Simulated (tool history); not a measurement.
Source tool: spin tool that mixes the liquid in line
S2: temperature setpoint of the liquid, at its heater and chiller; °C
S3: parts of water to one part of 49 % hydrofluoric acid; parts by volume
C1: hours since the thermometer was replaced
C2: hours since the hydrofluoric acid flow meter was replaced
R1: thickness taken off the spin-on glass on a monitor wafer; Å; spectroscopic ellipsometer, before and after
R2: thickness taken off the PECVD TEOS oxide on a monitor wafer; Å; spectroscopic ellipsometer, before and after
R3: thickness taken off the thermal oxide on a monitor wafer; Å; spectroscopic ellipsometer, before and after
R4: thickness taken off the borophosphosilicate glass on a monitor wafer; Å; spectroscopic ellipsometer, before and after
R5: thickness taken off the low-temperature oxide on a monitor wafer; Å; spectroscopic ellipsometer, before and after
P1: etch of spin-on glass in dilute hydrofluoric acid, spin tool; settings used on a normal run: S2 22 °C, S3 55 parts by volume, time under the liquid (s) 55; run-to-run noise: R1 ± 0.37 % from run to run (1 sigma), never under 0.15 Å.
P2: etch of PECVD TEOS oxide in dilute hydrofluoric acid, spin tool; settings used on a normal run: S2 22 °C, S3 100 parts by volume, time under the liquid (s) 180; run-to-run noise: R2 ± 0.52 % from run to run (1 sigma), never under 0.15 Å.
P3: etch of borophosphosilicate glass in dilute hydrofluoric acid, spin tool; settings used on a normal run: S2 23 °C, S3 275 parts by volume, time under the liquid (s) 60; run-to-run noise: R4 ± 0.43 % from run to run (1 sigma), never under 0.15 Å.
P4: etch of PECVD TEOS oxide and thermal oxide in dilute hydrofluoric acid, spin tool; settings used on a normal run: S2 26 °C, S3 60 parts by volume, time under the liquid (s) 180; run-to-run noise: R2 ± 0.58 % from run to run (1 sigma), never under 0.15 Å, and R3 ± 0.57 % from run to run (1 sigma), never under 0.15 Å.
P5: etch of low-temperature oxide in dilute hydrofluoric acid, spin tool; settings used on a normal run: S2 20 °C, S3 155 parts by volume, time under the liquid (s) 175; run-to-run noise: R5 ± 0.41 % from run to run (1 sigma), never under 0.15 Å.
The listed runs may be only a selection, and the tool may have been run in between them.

run 1 hour=13.3 | process_that_ran=P1 S2=22 S3=55 time_under_the_liquid_(s)=55 | C1=1013 C2=641.7 | R1=382.87
run 2 hour=27.3 | process_that_ran=P4 S2=26 S3=20 time_under_the_liquid_(s)=180 | C1=1027 C2=655.7 | R2=1354.1 R3=490.35
run 3 hour=38.9 | process_that_ran=P2 S2=22 S3=100 time_under_the_liquid_(s)=180 | C1=1038.6 C2=667.3 | R2=346.73
run 4 hour=47.1 | process_that_ran=P3 S2=23 S3=275 time_under_the_liquid_(s)=110 | C1=1046.8 C2=675.5 | R4=168.39
run 5 hour=59.6 | process_that_ran=P3 S2=23 S3=505 time_under_the_liquid_(s)=60 | C1=1059.3 C2=688 | R4=40.819
run 6 hour=67.1 | process_that_ran=P1 S2=17 S3=55 time_under_the_liquid_(s)=55 | C1=1066.8 C2=695.5 | R1=310.91
run 7 hour=82.3 | process_that_ran=P1 S2=22 S3=55 time_under_the_liquid_(s)=55 | C1=1082 C2=710.7 | R1=384.31
run 8 hour=94.4 | process_that_ran=P2 S2=22 S3=100 time_under_the_liquid_(s)=180 | C1=1094.1 C2=722.8 | R2=351.13
run 9 hour=103.3 | process_that_ran=P1 S2=22 S3=55 time_under_the_liquid_(s)=15 | C1=1103 C2=731.7 | R1=105.09
run 10 hour=115.4 | process_that_ran=P1 S2=22 S3=95 time_under_the_liquid_(s)=55 | C1=1115.1 C2=743.8 | R1=212.08
run 11 hour=123.8 | process_that_ran=P5 S2=20 S3=155 time_under_the_liquid_(s)=335 | C1=1123.5 C2=752.2 | R5=346.96
run 12 hour=134.2 | process_that_ran=P1 S2=22 S3=55 time_under_the_liquid_(s)=55 | C1=1133.9 C2=762.6 | R1=382.62
run 13 hour=148.6 | process_that_ran=P4 S2=26 S3=60 time_under_the_liquid_(s)=310 | C1=1148.3 C2=777 | R2=739.31 R3=265.47
run 14 hour=156.1 | process_that_ran=P5 S2=28 S3=155 time_under_the_liquid_(s)=175 | C1=1155.8 C2=784.5 | R5=244.91
run 15 hour=164.7 | process_that_ran=P5 S2=20 S3=25 time_under_the_liquid_(s)=175 | C1=1164.4 C2=793.1 | R5=1305
run 16 hour=171.8 | process_that_ran=P3 S2=23 S3=275 time_under_the_liquid_(s)=60 | C1=1171.5 C2=800.2 | R4=91.772
run 17 hour=181.3 | process_that_ran=P5 S2=20 S3=155 time_under_the_liquid_(s)=175 | C1=1181 C2=809.7 | R5=182.95
run 18 hour=195.5 | process_that_ran=P1 S2=22 S3=30 time_under_the_liquid_(s)=55 | C1=1195.2 C2=823.9 | R1=726.69
run 19 hour=206.3 | process_that_ran=P1 S2=22 S3=55 time_under_the_liquid_(s)=55 | C1=1206 C2=834.7 | R1=384.23
run 20 hour=217.8 | process_that_ran=P4 S2=26 S3=60 time_under_the_liquid_(s)=180 | C1=1217.5 C2=846.2 | R2=430.93 R3=155.69
run 21 hour=232.4 | process_that_ran=P3 S2=23 S3=275 time_under_the_liquid_(s)=60 | C1=1232.1 C2=860.8 | R4=92.521
run 22 hour=242.3 | process_that_ran=P1 S2=22 S3=55 time_under_the_liquid_(s)=55 | C1=1242 C2=870.7 | R1=382.76
run 23 hour=252.2 | process_that_ran=P3 S2=30 S3=275 time_under_the_liquid_(s)=60 | C1=1251.9 C2=880.6 | R4=117.58
run 24 hour=264.8 | process_that_ran=P1 S2=17 S3=55 time_under_the_liquid_(s)=25 | C1=1264.5 C2=893.2 | R1=141.45
run 25 hour=271.8 | process_that_ran=P2 S2=22 S3=100 time_under_the_liquid_(s)=340 | C1=1271.5 C2=900.2 | R2=660.71
-- hour=280 hydrofluoric acid flow meter replaced
run 26 hour=280.3 | process_that_ran=P4 S2=26 S3=60 time_under_the_liquid_(s)=180 | C1=1280 C2=0.3 | R2=430.87 R3=155.87
run 27 hour=291.6 | process_that_ran=P1 S2=28 S3=55 time_under_the_liquid_(s)=55 | C1=1291.3 C2=11.6 | R1=488.86
run 28 hour=306.8 | process_that_ran=P4 S2=33.5 S3=60 time_under_the_liquid_(s)=180 | C1=1306.5 C2=26.8 | R2=577.91 R3=206.75
run 29 hour=313.8 | process_that_ran=P1 S2=22 S3=55 time_under_the_liquid_(s)=85 | C1=1313.5 C2=33.8 | R1=596.93
run 30 hour=324.2 | process_that_ran=P2 S2=22 S3=135 time_under_the_liquid_(s)=180 | C1=1323.9 C2=44.2 | R2=250.46
run 31 hour=339.2 | process_that_ran=P2 S2=28.5 S3=100 time_under_the_liquid_(s)=180 | C1=1338.9 C2=59.2 | R2=449.6
run 32 hour=351.5 | process_that_ran=P1 S2=22 S3=55 time_under_the_liquid_(s)=55 | C1=1351.2 C2=71.5 | R1=382.48
run 33 hour=358.6 | process_that_ran=P1 S2=22 S3=55 time_under_the_liquid_(s)=55 | C1=1358.3 C2=78.6 | R1=382.36
run 34 hour=369.3 | process_that_ran=P1 S2=22 S3=55 time_under_the_liquid_(s)=55 | C1=1369 C2=89.3 | R1=400.58
run 35 hour=380 | process_that_ran=P1 S2=22 S3=55 time_under_the_liquid_(s)=55 | C1=1379.7 C2=100 | R1=410.54
run 36 hour=387.8 | process_that_ran=P1 S2=22 S3=55 time_under_the_liquid_(s)=55 | C1=1387.5 C2=107.8 | R1=412.4
run 37 hour=401.5 | process_that_ran=P1 S2=22 S3=55 time_under_the_liquid_(s)=55 | C1=1401.2 C2=121.5 | R1=418.18
run 38 hour=410.1 | process_that_ran=P1 S2=22 S3=55 time_under_the_liquid_(s)=55 | C1=1409.8 C2=130.1 | R1=420.54
run 39 hour=420.2 | process_that_ran=P1 S2=22 S3=55 time_under_the_liquid_(s)=55 | C1=1419.9 C2=140.2 | R1=419.69

Something has made what P1 gives creep away from where it was; the 2 causes below, each at its own stated size, fit the log equally well:
A: liquid hotter than its thermometer reads (K) = 2.11
B: hydrofluoric acid flow above the setpoint (%) = 8.49
The creep began at about hour 358.6.

Listed below are the offered check runs, one wafer per run, with question marks in place of results. For which of them would the causes give clearly different outcomes?
run check 1 hour=430.3 | process_that_ran=P4 S2=33.5 S3=25 time_under_the_liquid_(s)=180 | R2=? R3=?
run check 2 hour=430.3 | process_that_ran=P5 S2=27 S3=75 time_under_the_liquid_(s)=175 | R5=?
run check 3 hour=430.3 | process_that_ran=P2 S2=26.5 S3=100 time_under_the_liquid_(s)=265 | R2=?
run check 4 hour=430.3 | process_that_ran=P3 S2=23 S3=365 time_under_the_liquid_(s)=100 | R4=?

Check results expected under each cause:
check=check_1 result=R2 if_A=1590.1 if_B=1594.8
check=check_1 result=R3 if_A=578.01 if_B=579.72
check=check_2 result=R5 if_A=591.02 if_B=595.37
check=check_3 result=R2 if_A=667.65 if_B=674.96
check=check_4 result=R4 if_A=114.34 if_B=118.64
Smallest distance between any two causes, each pair judged by its most separating result, in per cent: check 1 0.3 %; check 2 0.73 %; check 3 1.09 %; check 4 3.7 %
The other checks would show nearly matching results whichever cause is true, so check 4 is the only one that separates the causes.

Check 4 was then run and gave: R4 114.48 Å. Which cause is it?

A is the cause: liquid hotter than its thermometer reads (K).
